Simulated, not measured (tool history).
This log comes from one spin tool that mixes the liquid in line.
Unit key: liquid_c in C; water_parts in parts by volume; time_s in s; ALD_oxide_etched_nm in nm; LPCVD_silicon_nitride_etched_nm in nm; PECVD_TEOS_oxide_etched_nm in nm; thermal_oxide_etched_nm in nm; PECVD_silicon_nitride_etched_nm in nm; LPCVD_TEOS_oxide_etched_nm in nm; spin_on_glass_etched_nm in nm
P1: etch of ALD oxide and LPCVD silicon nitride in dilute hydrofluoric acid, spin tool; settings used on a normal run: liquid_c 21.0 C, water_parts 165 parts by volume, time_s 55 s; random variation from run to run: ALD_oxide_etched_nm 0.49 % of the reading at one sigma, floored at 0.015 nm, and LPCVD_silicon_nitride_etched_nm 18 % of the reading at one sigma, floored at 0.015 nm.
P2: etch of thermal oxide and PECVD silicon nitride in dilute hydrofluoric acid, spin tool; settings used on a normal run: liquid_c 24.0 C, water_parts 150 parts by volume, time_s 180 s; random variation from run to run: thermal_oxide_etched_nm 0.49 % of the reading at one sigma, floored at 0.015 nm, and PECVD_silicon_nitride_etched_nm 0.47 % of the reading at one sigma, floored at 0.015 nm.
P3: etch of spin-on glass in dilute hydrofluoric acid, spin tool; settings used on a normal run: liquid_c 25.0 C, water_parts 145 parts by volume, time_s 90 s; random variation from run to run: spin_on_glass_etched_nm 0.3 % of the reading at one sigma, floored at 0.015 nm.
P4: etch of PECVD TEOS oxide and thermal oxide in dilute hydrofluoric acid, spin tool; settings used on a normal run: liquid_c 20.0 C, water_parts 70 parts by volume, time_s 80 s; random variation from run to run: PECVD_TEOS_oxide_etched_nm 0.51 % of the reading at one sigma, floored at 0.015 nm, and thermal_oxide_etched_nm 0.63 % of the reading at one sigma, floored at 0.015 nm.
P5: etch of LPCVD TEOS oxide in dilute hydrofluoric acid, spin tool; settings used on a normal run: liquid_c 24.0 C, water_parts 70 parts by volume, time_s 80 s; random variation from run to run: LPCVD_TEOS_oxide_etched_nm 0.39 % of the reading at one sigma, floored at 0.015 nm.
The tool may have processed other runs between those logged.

run	day	process	liquid_c	water_parts	time_s	hours since the thermometer was replaced	hours since the hydrofluoric acid flow meter was replaced	ALD_oxide_etched_nm	LPCVD_silicon_nitride_etched_nm	PECVD_TEOS_oxide_etched_nm	thermal_oxide_etched_nm	PECVD_silicon_nitride_etched_nm	LPCVD_TEOS_oxide_etched_nm	spin_on_glass_etched_nm
1	0.600	P1	21.0	165	55	436.4	630.9	4.5993	0.135360					
2	1.379	P4	20.0	70	80	455.1	649.6			10.0380	4.8360			
3	1.825	P4	20.0	70	25	465.8	660.3			3.1499	1.5075			
4	2.283	P2	31.0	150	180	476.8	671.3				6.9930	7.13110		
5	2.796	P1	21.0	165	15	489.1	683.6	1.2422	0.029696					
6	3.512	P2	24.0	150	180	506.3	700.8				5.3415	4.55980		
7	4.146	P2	24.0	150	180	521.5	716.0				5.4440	4.61250		
8	4.854	P1	21.0	165	55	538.5	733.0	4.5700	0.103520					
9	5.529	P4	26.0	70	80	554.7	749.2			12.8360	6.1899			
10	5.967	P1	21.0	95	55	565.2	759.7	8.5724	0.144000					
11	6.642	P5	24.0	70	15	581.4	775.9						3.9268	
12	7.175	P1	25.0	165	55	594.2	788.7	5.3435	0.140780					
13	7.825	P1	21.0	165	55	609.8	804.3	4.5642	0.114950					
14	8.508	P1	17.0	165	55	626.2	820.7	3.8981	0.113100					
15	9.146	P5	24.0	105	80	641.5	836.0						13.3230	
16	9.729	P4	20.0	20	80	655.5	850.0			37.3940	18.0230			
17	10.358	P5	19.5	70	80	670.6	865.1						17.2680	
18	11.125	P4	20.0	70	80	689.0	883.5			10.0490	4.8680			
19	11.550	P3	25.0	250	90	699.2	893.7							15.255
20	12.133	P3	25.0	145	160	713.2	907.7							52.486
21	12.742	P1	21.0	275	55	727.8	922.3	2.4610	0.044699					
22	13.117	P2	24.0	55	180	736.8	931.3				16.5660	12.47000		
23	13.867	P3	19.0	145	90	754.8	949.3							23.618
24	14.354	P5	24.0	70	80	766.5	961.0						20.9620	
25	15.033	P5	24.0	70	80	782.8	977.3						20.9860	
26	15.667	P1	24.5	40	55	798.0	992.5	25.0450	0.635180					
27	16.075	P3	25.0	145	90	807.8	1002.3							29.615
28	16.833	P2	24.0	150	35	826.0	1020.5				1.0436	0.91682		
29	17.354	P1	21.0	40	85	838.5	1033.0	33.6670	0.689530					
30	17.771	P1	21.0	165	55	848.5	1043.0	4.5900	0.118170					
31	18.421	P1	21.0	165	55	864.1	1058.6	4.5739	0.175340					
32	18.983	P1	21.0	165	105	877.6	1072.1	8.7357	0.222990					
33	19.400	P1	29.0	290	55	887.6	1082.1	3.0318	0.127910					
34	20.038	P3	25.0	145	90	902.9	1097.4							29.409
35	20.588	P1	21.0	165	55	916.1	1110.6	4.5926	0.099070					
36	21.179	P1	21.0	165	55	930.3	1124.8	4.6700	0.175070					
37	21.558	P1	21.0	165	55	939.4	1133.9	4.7079	0.191420					
38	22.308	P1	21.0	165	55	957.4	1151.9	4.7685	0.122580					
39	22.792	P1	21.0	165	55	969.0	1163.5	4.8122	0.127850					
40	23.362	P1	21.0	165	55	982.7	1177.2	4.8522	0.139970					
41	24.100	P1	21.0	165	55	1000.4	1194.9	4.8215	0.141890					
42	24.808	P1	21.0	165	55	1017.4	1211.9	4.8273	0.167270					
43	25.562	P1	21.0	165	55	1035.5	1230.0	4.8089	0.168940					
44	26.283	P1	21.0	165	55	1052.8	1247.3	4.8776	0.133720					
45	26.650	P1	21.0	165	55	1061.6	1256.1	4.8424	0.133550					
46	27.388	P1	21.0	165	55	1079.3	1273.8	4.8354	0.170140					

What P1 gives has crept away from where it was. These 2 causes fit the log equally well, each at the size given:
A: hydrofluoric acid flow above the setpoint (%) = 5.62
B: liquid hotter than its thermometer reads (K) = 1.66
Creep in the process output first set in at about day 20.588.

4 check runs are offered, one wafer each, their results left as question marks. Which one tells the causes apart?
check 1	28.125	P2	24.0	150	180						?	?		
check 2	28.125	P3	25.0	145	90									?
check 3	28.125	P4	20.0	70	80					?	?			
check 4	28.125	P5	24.0	70	80								?	

Check results expected under each cause:
check	result	if A	if B
check 1	thermal_oxide_etched_nm	5.7290	5.7238
check 1	PECVD_silicon_nitride_etched_nm	4.84970	5.10980
check 2	spin_on_glass_etched_nm	31.547	31.505
check 3	PECVD_TEOS_oxide_etched_nm	10.6190	10.7270
check 3	thermal_oxide_etched_nm	5.1072	5.1591
check 4	LPCVD_TEOS_oxide_etched_nm	22.2180	22.3830
Separation of the two closest causes in each check, using whichever result separates them best: check 1 5.22 %; check 2 0.13 %; check 3 1.01 %; check 4 0.74 %
The causes can be told apart only by check 1. The other checks would give nearly the same results under each of them.

Check 1 was carried out, with these results: thermal_oxide_etched_nm 5.6867 nm; PECVD_silicon_nitride_etched_nm 5.07300 nm. Which of the listed causes is responsible?

B is the cause: liquid hotter than its thermometer reads (K).
